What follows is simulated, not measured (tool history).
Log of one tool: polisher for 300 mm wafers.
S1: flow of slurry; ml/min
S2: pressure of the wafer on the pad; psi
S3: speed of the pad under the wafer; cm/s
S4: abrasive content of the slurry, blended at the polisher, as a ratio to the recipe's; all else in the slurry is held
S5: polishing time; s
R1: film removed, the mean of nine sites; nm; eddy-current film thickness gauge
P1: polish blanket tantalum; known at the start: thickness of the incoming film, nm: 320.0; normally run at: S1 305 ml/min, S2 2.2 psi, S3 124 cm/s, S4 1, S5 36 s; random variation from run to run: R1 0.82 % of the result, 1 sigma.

run	day	S1	S2	S3	S4	S5	R1
1	0.217	305	2.2	124	1	36	90.705
2	0.562	305	1.2	124	1	36	49.033
3	0.796	305	2.2	158	1	36	115.99
4	0.996	305	2.2	68	1	36	49.745
5	1.267	305	2.2	124	1	16	40.062
6	1.496	305	2.2	124	1.5	36	100.38
7	1.742	305	2.2	82	1	45	75.311
8	1.962	305	3.3	124	1	36	136.61
9	2.121	305	2.2	72	1	24	35.286
10	2.388	305	2.2	124	1	56	139.06
11	2.721	480	2.2	124	1	36	94.314
12	2.942	305	2.2	124	1	36	91.044
13	3.162	305	2.2	124	1	36	89.955
14	3.4	305	2.2	124	1	36	90.872
15	3.608	305	2.2	124	1	36	90.085
16	3.821	305	2.2	124	1	36	90.431
17	4.004	305	2.2	124	0.7	36	80.496
18	4.167	185	2.2	124	1	36	86.02
19	4.375	305	1.7	192	1	36	107.67
20	4.708	305	2.2	124	1	36	90.222
21	4.879	305	2.2	124	1	36	88.09
22	5.033	305	2.2	124	1	36	85.851
23	5.271	305	2.2	124	1	36	85.097
24	5.45	305	2.2	124	1	36	84.234
25	5.746	305	2.2	124	1	36	82.915
# day 5.867: worn pad replaced by a new one
26	6.029	305	2.2	124	1	36	81.556
# day 6.054: slurry nozzle cleaned
27	6.275	305	2.2	124	1	36	80.27
28	6.45	305	2.2	124	1	36	81.216
29	6.779	305	2.2	124	1	36	80.964

What P1 gives has crept away from where it was. These 2 causes fit the log equally well, each at the size given:
A: head's pressure below its setpoint, % = 10.5
B: abrasive missing from the slurry, % = 29.1
The creep began at about day 4.708.
Why every other cause is out:
removal rate lost through wear of the pad, %: serviced at day 5.867, which brought nothing back
slurry flow missing at the pad, %: serviced at day 6.054, which brought nothing back

4 check runs are offered, each on 5 wafers whose results are averaged, their results left as question marks. Which one tells the causes apart?
check 1	7.108	305	2.2	124	1	48	?
check 2	7.108	405	2.2	124	1	56	?
check 3	7.108	305	1.5	124	1.45	36	?
check 4	7.108	435	3.2	124	1	36	?

What each check would give under each cause:
check	result	if A	if B
check 1	R1	108	108
check 2	R1	128.79	128.8
check 3	R1	60.601	62.191
check 4	R1	120.99	121
How far apart the two closest causes lie, in the result that separates them most: check 1 0 %; check 2 0 %; check 3 2.59 %; check 4 0 %
Check 3 tells the causes apart: in the others they would give nearly the same result.

Check 3 was then run and gave: R1 60.409 nm. Which cause is it?

It is A: head's pressure below its setpoint, %.

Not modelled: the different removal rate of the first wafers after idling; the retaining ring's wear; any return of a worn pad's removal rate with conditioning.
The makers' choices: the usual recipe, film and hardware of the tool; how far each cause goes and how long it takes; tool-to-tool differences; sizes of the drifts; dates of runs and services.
